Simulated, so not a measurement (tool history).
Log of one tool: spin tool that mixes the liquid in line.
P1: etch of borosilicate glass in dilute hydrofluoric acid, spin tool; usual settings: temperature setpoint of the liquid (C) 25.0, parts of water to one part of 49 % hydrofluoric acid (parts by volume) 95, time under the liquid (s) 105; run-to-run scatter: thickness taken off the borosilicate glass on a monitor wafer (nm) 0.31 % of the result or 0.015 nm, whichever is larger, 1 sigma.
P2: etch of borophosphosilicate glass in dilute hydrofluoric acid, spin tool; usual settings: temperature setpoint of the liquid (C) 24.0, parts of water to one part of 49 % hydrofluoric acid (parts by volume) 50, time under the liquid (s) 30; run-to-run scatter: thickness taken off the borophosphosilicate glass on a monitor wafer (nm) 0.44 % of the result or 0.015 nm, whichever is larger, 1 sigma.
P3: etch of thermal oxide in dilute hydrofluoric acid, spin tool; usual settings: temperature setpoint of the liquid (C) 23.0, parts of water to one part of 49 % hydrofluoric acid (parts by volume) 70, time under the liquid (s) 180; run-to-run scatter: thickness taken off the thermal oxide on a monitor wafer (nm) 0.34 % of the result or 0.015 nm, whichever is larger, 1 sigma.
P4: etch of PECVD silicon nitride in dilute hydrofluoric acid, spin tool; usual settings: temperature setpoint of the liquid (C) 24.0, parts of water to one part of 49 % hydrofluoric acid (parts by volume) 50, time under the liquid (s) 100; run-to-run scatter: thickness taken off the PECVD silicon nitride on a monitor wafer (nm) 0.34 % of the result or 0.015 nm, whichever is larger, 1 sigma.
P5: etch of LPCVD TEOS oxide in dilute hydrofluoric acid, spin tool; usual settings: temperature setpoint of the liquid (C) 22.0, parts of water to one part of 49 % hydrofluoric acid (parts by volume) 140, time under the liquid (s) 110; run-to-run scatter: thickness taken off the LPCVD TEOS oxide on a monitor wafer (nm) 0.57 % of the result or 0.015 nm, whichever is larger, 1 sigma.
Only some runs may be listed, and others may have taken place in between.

run   hour  process that ran  temperature setpoint of the liquid (C)  parts of water to one part of 49 % hydrofluoric acid (parts by volume)  time under the liquid (s)  hours since the thermometer was replaced  hours since the hydrofluoric acid flow meter was replaced  thickness taken off the borosilicate glass on a monitor wafer (nm)  thickness taken off the thermal oxide on a monitor wafer (nm)  thickness taken off the LPCVD TEOS oxide on a monitor wafer (nm)  thickness taken off the borophosphosilicate glass on a monitor wafer (nm)  thickness taken off the PECVD silicon nitride on a monitor wafer (nm)
  1    4.6                P1                                    25.0                                                                      95                        105                                    1655.8                                                      635.6                                                             31.7330
  2   11.9                P3                                    19.0                                                                      70                        180                                    1663.1                                                      642.9                                                                                                                             10.012
  3   17.6                P1                                    33.0                                                                      95                         15                                    1668.8                                                      648.6                                                              6.1662
  4   22.7                P1                                    25.0                                                                      95                        155                                    1673.9                                                      653.7                                                             47.1160
  5   26.3                P5                                    22.0                                                                     140                        110                                    1677.5                                                      657.3                                                                                                                                                                                               38.474
  6   30.6                P1                                    25.0                                                                     145                        105                                    1681.8                                                      661.6                                                             19.6330
  7   36.4                P2                                    18.5                                                                      50                         30                                    1687.6                                                      667.4                                                                                                                                                                                                                                                                          27.393
  8   42.5                P2                                    24.0                                                                      50                         45                                    1693.7                                                      673.5                                                                                                                                                                                                                                                                          51.949
  9   46.1                P1                                    33.0                                                                     135                        105                                    1697.3                                                      677.1                                                             28.4820
 10   51.9                P2                                    24.0                                                                      30                         30                                    1703.1                                                      682.9                                                                                                                                                                                                                                                                          59.198
      57.0  -- thermometer replaced
 11   59.4                P1                                    25.0                                                                      95                        105                                       2.5                                                      690.4                                                             31.8820
 12   64.7                P4                                    24.0                                                                      50                         25                                       7.8                                                      695.7                                                                                                                                                                                                                                                                                                                                                 2.0685
 13   71.1                P3                                    23.0                                                                      70                        100                                      14.2                                                      702.1                                                                                                                              6.521
 14   75.0                P1                                    25.0                                                                      95                        105                                      18.1                                                      706.0                                                             31.7540
 15   79.6                P4                                    24.0                                                                      85                        100                                      22.7                                                      710.6                                                                                                                                                                                                                                                                                                                                                 4.9157
 16   85.6                P5                                    28.0                                                                     140                        110                                      28.7                                                      716.6                                                                                                                                                                                               48.217
 17   89.0                P5                                    22.0                                                                     140                         45                                      32.1                                                      720.0                                                                                                                                                                                               15.743
 18   95.8                P1                                    25.0                                                                      95                        105                                      38.9                                                      726.8                                                             31.8680
 19  100.0                P1                                    31.5                                                                      95                        105                                      43.1                                                      731.0                                                             40.7200
 20  106.3                P5                                    22.0                                                                      45                        110                                      49.4                                                      737.3                                                                                                                                                                                              134.090
 21  111.0                P1                                    25.0                                                                      95                        105                                      54.1                                                      742.0                                                             31.9230
 22  115.6                P4                                    30.5                                                                      50                        100                                      58.7                                                      746.6                                                                                                                                                                                                                                                                                                                                                12.6970
 23  122.6                P1                                    25.0                                                                      95                         40                                      65.7                                                      753.6                                                             12.1630
 24  126.4                P3                                    23.0                                                                      25                        180                                      69.5                                                      757.4                                                                                                                             34.800
 25  131.5                P1                                    25.0                                                                      20                        105                                      74.6                                                      762.5                                                            166.6200
 26  136.9                P1                                    25.0                                                                      95                        105                                      80.0                                                      767.9                                                             31.7880
 27  144.2                P3                                    23.0                                                                      70                        180                                      87.3                                                      775.2                                                                                                                             11.877
 28  148.6                P4                                    24.0                                                                      50                        100                                      91.7                                                      779.6                                                                                                                                                                                                                                                                                                                                                 8.2937
 29  154.4                P1                                    25.0                                                                     170                        165                                      97.5                                                      785.4                                                             25.4340
 30  158.2                P2                                    24.0                                                                      50                         30                                     101.3                                                      789.2                                                                                                                                                                                                                                                                          34.490
 31  161.6                P1                                    21.0                                                                      95                        105                                     104.7                                                      792.6                                                             27.0230
 32  167.1                P2                                    24.0                                                                      50                         30                                     110.2                                                      798.1                                                                                                                                                                                                                                                                          34.582
 33  174.5                P5                                    22.0                                                                     140                        110                                     117.6                                                      805.5                                                                                                                                                                                               38.356

Run 34 comes next. What will it give?
 34  182.3                P1                                    25.0                                                                      95                        105                                     125.4                                                      813.3                                                                   ?

{"run 34": {"thickness taken off the borosilicate glass on a monitor wafer (nm)": 31.975}}
